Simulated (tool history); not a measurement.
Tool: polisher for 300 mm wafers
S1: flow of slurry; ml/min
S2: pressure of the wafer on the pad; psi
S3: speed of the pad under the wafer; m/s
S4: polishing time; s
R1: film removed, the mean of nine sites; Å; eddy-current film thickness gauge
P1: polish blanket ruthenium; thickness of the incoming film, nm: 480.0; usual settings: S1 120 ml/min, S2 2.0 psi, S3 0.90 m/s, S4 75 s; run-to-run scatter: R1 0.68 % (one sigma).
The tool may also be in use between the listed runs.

Run 1, hour 16.5: S1 120 ml/min, S2 2.0 psi, S3 0.90 m/s, S4 75 s. Result: R1 752.82 Å.
Run 2, hour 34.0: S1 120 ml/min, S2 2.0 psi, S3 0.90 m/s, S4 75 s. Result: R1 750.26 Å.
Run 3, hour 50.9: S1 120 ml/min, S2 2.0 psi, S3 1.42 m/s, S4 75 s. Result: R1 1181.10 Å.
Run 4, hour 62.5: S1 120 ml/min, S2 3.0 psi, S3 0.90 m/s, S4 75 s. Result: R1 1131.50 Å.
Run 5, hour 75.4: S1 70 ml/min, S2 2.0 psi, S3 0.90 m/s, S4 75 s. Result: R1 645.10 Å.
Run 6, hour 88.3: S1 70 ml/min, S2 2.0 psi, S3 0.44 m/s, S4 75 s. Result: R1 315.19 Å.
Run 7, hour 101.3: S1 120 ml/min, S2 2.0 psi, S3 0.90 m/s, S4 75 s. Result: R1 751.77 Å.
Run 8, hour 112.7: S1 120 ml/min, S2 2.0 psi, S3 0.90 m/s, S4 111 s. Result: R1 1104.30 Å.
Run 9, hour 127.3: S1 120 ml/min, S2 2.0 psi, S3 0.90 m/s, S4 75 s. Result: R1 750.81 Å.
Run 10, hour 145.3: S1 120 ml/min, S2 1.1 psi, S3 0.90 m/s, S4 75 s. Result: R1 411.23 Å.
Run 11, hour 154.6: S1 185 ml/min, S2 2.0 psi, S3 0.90 m/s, S4 75 s. Result: R1 804.91 Å.
Run 12, hour 168.8: S1 120 ml/min, S2 2.0 psi, S3 0.90 m/s, S4 75 s. Result: R1 743.52 Å.
Run 13, hour 182.3: S1 120 ml/min, S2 2.0 psi, S3 0.42 m/s, S4 75 s. Result: R1 347.83 Å.
Run 14, hour 201.8: S1 120 ml/min, S2 2.0 psi, S3 0.90 m/s, S4 49 s. Result: R1 489.76 Å.
Run 15, hour 212.8: S1 95 ml/min, S2 2.6 psi, S3 0.90 m/s, S4 75 s. Result: R1 925.04 Å.
Run 16, hour 230.1: S1 120 ml/min, S2 2.0 psi, S3 0.90 m/s, S4 75 s. Result: R1 742.92 Å.
Run 17, hour 241.0: S1 120 ml/min, S2 2.0 psi, S3 0.90 m/s, S4 75 s. Result: R1 719.18 Å.
Run 18, hour 255.1: S1 120 ml/min, S2 2.0 psi, S3 0.90 m/s, S4 75 s. Result: R1 707.36 Å.
Run 19, hour 270.2: S1 120 ml/min, S2 2.0 psi, S3 0.90 m/s, S4 75 s. Result: R1 680.05 Å.
Run 20, hour 284.3: S1 120 ml/min, S2 2.0 psi, S3 0.90 m/s, S4 75 s. Result: R1 675.55 Å.
At hour 291.6: worn pad replaced by a new one.
Run 21, hour 296.7: S1 120 ml/min, S2 2.0 psi, S3 0.90 m/s, S4 75 s. Result: R1 671.25 Å.
Run 22, hour 311.9: S1 120 ml/min, S2 2.0 psi, S3 0.90 m/s, S4 75 s. Result: R1 672.96 Å.
Run 23, hour 326.6: S1 120 ml/min, S2 2.0 psi, S3 0.90 m/s, S4 75 s. Result: R1 667.79 Å.
Run 24, hour 345.8: S1 120 ml/min, S2 2.0 psi, S3 0.90 m/s, S4 75 s. Result: R1 664.44 Å.

What P1 gives has crept away from where it was. These 2 causes fit the log equally well, each at the size given:
A: head's pressure below its setpoint, % = 10.5
B: slurry flow missing at the pad, % = 34.9
The creep began at about hour 230.1.
Why every other cause is out:
removal rate lost through wear of the pad, %: serviced at hour 291.6, which brought nothing back

4 check runs are offered, one wafer each, their results left as question marks. Which one tells the causes apart?
Run check 1, hour 365.0: S1 120 ml/min, S2 2.6 psi, S3 0.90 m/s, S4 75 s. Result: R1 ?.
Run check 2, hour 365.0: S1 75 ml/min, S2 2.0 psi, S3 0.50 m/s, S4 75 s. Result: R1 ?.
Run check 3, hour 365.0: S1 120 ml/min, S2 2.0 psi, S3 1.26 m/s, S4 75 s. Result: R1 ?.
Run check 4, hour 365.0: S1 120 ml/min, S2 3.0 psi, S3 1.10 m/s, S4 75 s. Result: R1 ?.

What each check would give under each cause:
  check  result     if A     if B
check 1      R1   869.70   869.45
check 2      R1   328.29   311.07
check 3      R1   936.60   936.33
check 4      R1  1226.50  1226.10
How far apart the two closest causes lie, in the result that separates them most: check 1 0.03 %; check 2 5.39 %; check 3 0.03 %; check 4 0.03 %
Only check 2 tells the causes apart: in the others they would give nearly the same result.

Then check 2 was run and gave: R1 333.31 Å. Which cause is it?

It is A: head's pressure below its setpoint, %.
